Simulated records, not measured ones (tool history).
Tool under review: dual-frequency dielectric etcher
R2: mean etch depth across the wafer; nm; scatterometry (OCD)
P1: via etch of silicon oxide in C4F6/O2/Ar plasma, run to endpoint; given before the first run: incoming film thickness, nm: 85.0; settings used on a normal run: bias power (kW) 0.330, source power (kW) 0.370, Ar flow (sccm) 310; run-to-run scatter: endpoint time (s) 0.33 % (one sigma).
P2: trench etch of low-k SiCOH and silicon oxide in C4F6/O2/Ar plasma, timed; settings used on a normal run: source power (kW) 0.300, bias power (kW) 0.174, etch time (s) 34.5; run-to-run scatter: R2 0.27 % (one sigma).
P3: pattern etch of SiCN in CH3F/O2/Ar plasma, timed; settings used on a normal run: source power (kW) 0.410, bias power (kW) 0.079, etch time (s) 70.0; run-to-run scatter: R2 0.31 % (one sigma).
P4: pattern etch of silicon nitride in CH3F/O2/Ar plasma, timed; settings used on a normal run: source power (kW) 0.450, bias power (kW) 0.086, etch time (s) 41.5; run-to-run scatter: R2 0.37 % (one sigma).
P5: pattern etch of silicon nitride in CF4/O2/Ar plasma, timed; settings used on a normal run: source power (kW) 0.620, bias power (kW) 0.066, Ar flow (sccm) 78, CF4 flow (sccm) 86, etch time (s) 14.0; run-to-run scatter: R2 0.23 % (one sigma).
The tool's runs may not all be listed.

Run 1, hour 12.9: process that ran P1, bias power (kW) 0.330, source power (kW) 0.370, Ar flow (sccm) 310. Result: endpoint time (s) 22.638.
Run 2, hour 25.4: process that ran P3, bias power (kW) 0.079, source power (kW) 0.240, etch time (s) 70.0. Result: R2 22.505 nm.
Run 3, hour 41.0: process that ran P4, bias power (kW) 0.053, source power (kW) 0.450, etch time (s) 41.5. Result: R2 26.864 nm.
Run 4, hour 53.2: process that ran P2, bias power (kW) 0.174, source power (kW) 0.300, etch time (s) 19.5. Result: R2 58.152 nm.
Run 5, hour 65.9: process that ran P4, bias power (kW) 0.086, source power (kW) 0.370, etch time (s) 41.5. Result: R2 29.274 nm.
Run 6, hour 73.9: process that ran P5, bias power (kW) 0.066, source power (kW) 0.620, Ar flow (sccm) 78, etch time (s) 14.0, CF4 flow (sccm) 110. Result: R2 36.276 nm.
Run 7, hour 80.9: process that ran P1, bias power (kW) 0.330, source power (kW) 0.520, Ar flow (sccm) 310. Result: endpoint time (s) 19.722.
Run 8, hour 88.3: process that ran P1, bias power (kW) 0.330, source power (kW) 0.240, Ar flow (sccm) 310. Result: endpoint time (s) 26.568.
Run 9, hour 95.6: process that ran P4, bias power (kW) 0.086, source power (kW) 0.450, etch time (s) 41.5. Result: R2 31.412 nm.
Run 10, hour 103.2: process that ran P3, bias power (kW) 0.099, source power (kW) 0.410, etch time (s) 70.0. Result: R2 29.981 nm.
Run 11, hour 113.0: process that ran P4, bias power (kW) 0.086, source power (kW) 0.450, etch time (s) 23.0. Result: R2 17.564 nm.
Run 12, hour 123.1: process that ran P1, bias power (kW) 0.264, source power (kW) 0.370, Ar flow (sccm) 419. Result: endpoint time (s) 25.160.
Run 13, hour 134.3: process that ran P1, bias power (kW) 0.330, source power (kW) 0.370, Ar flow (sccm) 310. Result: endpoint time (s) 22.571.
Run 14, hour 149.6: process that ran P1, bias power (kW) 0.447, source power (kW) 0.370, Ar flow (sccm) 310. Result: endpoint time (s) 20.287.
Run 15, hour 157.4: process that ran P1, bias power (kW) 0.330, source power (kW) 0.370, Ar flow (sccm) 310. Result: endpoint time (s) 22.522.
Run 16, hour 170.0: process that ran P1, bias power (kW) 0.244, source power (kW) 0.500, Ar flow (sccm) 310. Result: endpoint time (s) 22.307.
Run 17, hour 181.3: process that ran P3, bias power (kW) 0.079, source power (kW) 0.410, etch time (s) 46.0. Result: R2 18.200 nm.
Run 18, hour 191.3: process that ran P1, bias power (kW) 0.330, source power (kW) 0.370, Ar flow (sccm) 396. Result: endpoint time (s) 23.212.
Run 19, hour 201.9: process that ran P2, bias power (kW) 0.174, source power (kW) 0.220, etch time (s) 34.5. Result: R2 91.230 nm.
Run 20, hour 211.2: process that ran P2, bias power (kW) 0.174, source power (kW) 0.300, etch time (s) 34.5. Result: R2 102.730 nm.
Run 21, hour 222.6: process that ran P5, bias power (kW) 0.066, source power (kW) 0.620, Ar flow (sccm) 78, etch time (s) 14.0, CF4 flow (sccm) 86. Result: R2 35.342 nm.
Run 22, hour 229.4: process that ran P5, bias power (kW) 0.051, source power (kW) 0.620, Ar flow (sccm) 78, etch time (s) 14.0, CF4 flow (sccm) 86. Result: R2 31.987 nm.
Run 23, hour 237.1: process that ran P5, bias power (kW) 0.066, source power (kW) 0.620, Ar flow (sccm) 48, etch time (s) 14.0, CF4 flow (sccm) 86. Result: R2 36.962 nm.
Run 24, hour 247.7: process that ran P2, bias power (kW) 0.228, source power (kW) 0.300, etch time (s) 34.5. Result: R2 112.570 nm.
Run 25, hour 261.0: process that ran P3, bias power (kW) 0.079, source power (kW) 0.410, etch time (s) 70.0. Result: R2 27.581 nm.
Run 26, hour 276.2: process that ran P5, bias power (kW) 0.066, source power (kW) 0.620, Ar flow (sccm) 78, etch time (s) 11.0, CF4 flow (sccm) 86. Result: R2 27.819 nm.
Run 27, hour 289.1: process that ran P5, bias power (kW) 0.066, source power (kW) 0.420, Ar flow (sccm) 78, etch time (s) 14.0, CF4 flow (sccm) 86. Result: R2 25.197 nm.
Run 28, hour 302.1: process that ran P1, bias power (kW) 0.330, source power (kW) 0.370, Ar flow (sccm) 310. Result: endpoint time (s) 22.673.
Run 29, hour 316.8: process that ran P1, bias power (kW) 0.330, source power (kW) 0.370, Ar flow (sccm) 310. Result: endpoint time (s) 22.560.
Run 30, hour 329.2: process that ran P1, bias power (kW) 0.205, source power (kW) 0.370, Ar flow (sccm) 310. Result: endpoint time (s) 26.276.
Run 31, hour 343.9: process that ran P1, bias power (kW) 0.330, source power (kW) 0.370, Ar flow (sccm) 237. Result: endpoint time (s) 21.855.
Run 32, hour 358.6: process that ran P1, bias power (kW) 0.330, source power (kW) 0.370, Ar flow (sccm) 310. Result: endpoint time (s) 22.554.
Run 33, hour 366.1: process that ran P1, bias power (kW) 0.330, source power (kW) 0.370, Ar flow (sccm) 310. Result: endpoint time (s) 22.615.
Run 34, hour 380.2: process that ran P1, bias power (kW) 0.330, source power (kW) 0.370, Ar flow (sccm) 310. Result: endpoint time (s) 22.848.
At hour 387.9: Ar flow controller replaced.
Run 35, hour 388.0: process that ran P1, bias power (kW) 0.330, source power (kW) 0.370, Ar flow (sccm) 310. Result: endpoint time (s) 22.849.
At hour 391.5: wet clean of the chamber.
Run 36, hour 402.0: process that ran P1, bias power (kW) 0.330, source power (kW) 0.370, Ar flow (sccm) 310. Result: endpoint time (s) 22.842.
Run 37, hour 412.4: process that ran P1, bias power (kW) 0.330, source power (kW) 0.370, Ar flow (sccm) 310. Result: endpoint time (s) 22.897.
Run 38, hour 423.6: process that ran P1, bias power (kW) 0.330, source power (kW) 0.370, Ar flow (sccm) 310. Result: endpoint time (s) 23.032.

What P1 gives has crept off from where it sat before. The 2 causes that follow fit the log equally well, each at the size noted:
A: bias power that arrives under what is set, % = 4.58
B: source power that arrives under what is set, % = 4.28
The drift started at roughly hour 358.6.
What rules out each remaining cause:
chamber walls in a state that lowers the etch rate, %: serviced at hour 391.5, which brought nothing back
Ar flow that arrives over what is set, %: serviced at hour 387.9, which brought nothing back

Consider the 4 single-wafer check runs listed below, results given as question marks: which one distinguishes between the causes by giving clearly different results for each?
Run check 1, hour 434.8: process that ran P4, bias power (kW) 0.086, source power (kW) 0.450, etch time (s) 41.5. Result: R2 ?.
Run check 2, hour 434.8: process that ran P5, bias power (kW) 0.066, source power (kW) 0.620, Ar flow (sccm) 78, etch time (s) 14.0, CF4 flow (sccm) 86. Result: R2 ?.
Run check 3, hour 434.8: process that ran P3, bias power (kW) 0.079, source power (kW) 0.410, etch time (s) 70.0. Result: R2 ?.
Run check 4, hour 434.8: process that ran P2, bias power (kW) 0.174, source power (kW) 0.300, etch time (s) 34.5. Result: R2 ?.

What every check run would give for each of its results, assuming each possible cause in turn:
  check  result     if A     if B
check 1      R2   31.082   31.083
check 2      R2   34.660   33.973
check 3      R2   27.066   27.078
check 4      R2  101.360  101.160
Per check, the gap between the least separated pair of causes, taken in the result that splits them most: check 1 0 %; check 2 2 %; check 3 0.04 %; check 4 0.2 %
Of the check runs offered, only check 2 discriminates between the causes; the rest would read about the same regardless of which cause applies.

With check 2 done, the readings were: R2 34.013 nm. Identify which of the listed causes applies.

It is B: source power that arrives under what is set, %.
